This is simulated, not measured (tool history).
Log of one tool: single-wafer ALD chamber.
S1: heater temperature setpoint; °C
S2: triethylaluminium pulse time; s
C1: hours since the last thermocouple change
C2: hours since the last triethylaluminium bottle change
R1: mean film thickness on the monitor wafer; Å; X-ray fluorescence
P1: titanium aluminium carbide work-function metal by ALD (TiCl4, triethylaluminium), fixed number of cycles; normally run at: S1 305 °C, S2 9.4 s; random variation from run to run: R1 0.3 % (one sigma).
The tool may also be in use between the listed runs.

run 1 hour=5.3 | S1=305 S2=9.4 | C1=598.9 C2=665.8 | R1=19.741
run 2 hour=12.9 | S1=305 S2=3.55 | C1=606.5 C2=673.4 | R1=14.412
-- hour=19.2 triethylaluminium bottle replaced
run 3 hour=21.5 | S1=305 S2=9.4 | C1=615.1 C2=2.4 | R1=19.685
run 4 hour=31.9 | S1=305 S2=9.4 | C1=625.5 C2=12.8 | R1=19.618
run 5 hour=37.6 | S1=328 S2=9.4 | C1=631.2 C2=18.5 | R1=21.624
run 6 hour=48.4 | S1=289 S2=14.57 | C1=642 C2=29.3 | R1=19.019
run 7 hour=58 | S1=327 S2=12.26 | C1=651.6 C2=38.9 | R1=22.165
run 8 hour=65.7 | S1=284 S2=9.4 | C1=659.3 C2=46.6 | R1=17.92
run 9 hour=74.5 | S1=305 S2=9.4 | C1=668.1 C2=55.4 | R1=19.68
run 10 hour=81.1 | S1=322 S2=14.61 | C1=674.7 C2=62 | R1=21.837
run 11 hour=92.2 | S1=305 S2=15.4 | C1=685.8 C2=73.1 | R1=20.387
run 12 hour=99.6 | S1=305 S2=9.4 | C1=693.2 C2=80.5 | R1=19.658
run 13 hour=104.7 | S1=305 S2=9.4 | C1=698.3 C2=85.6 | R1=19.538

Run 14 comes next. What will it give?
run 14 hour=115.6 | S1=305 S2=9.4 | C1=709.2 C2=96.5 | R1=?

Run 14 gave R1 19.433 Å.
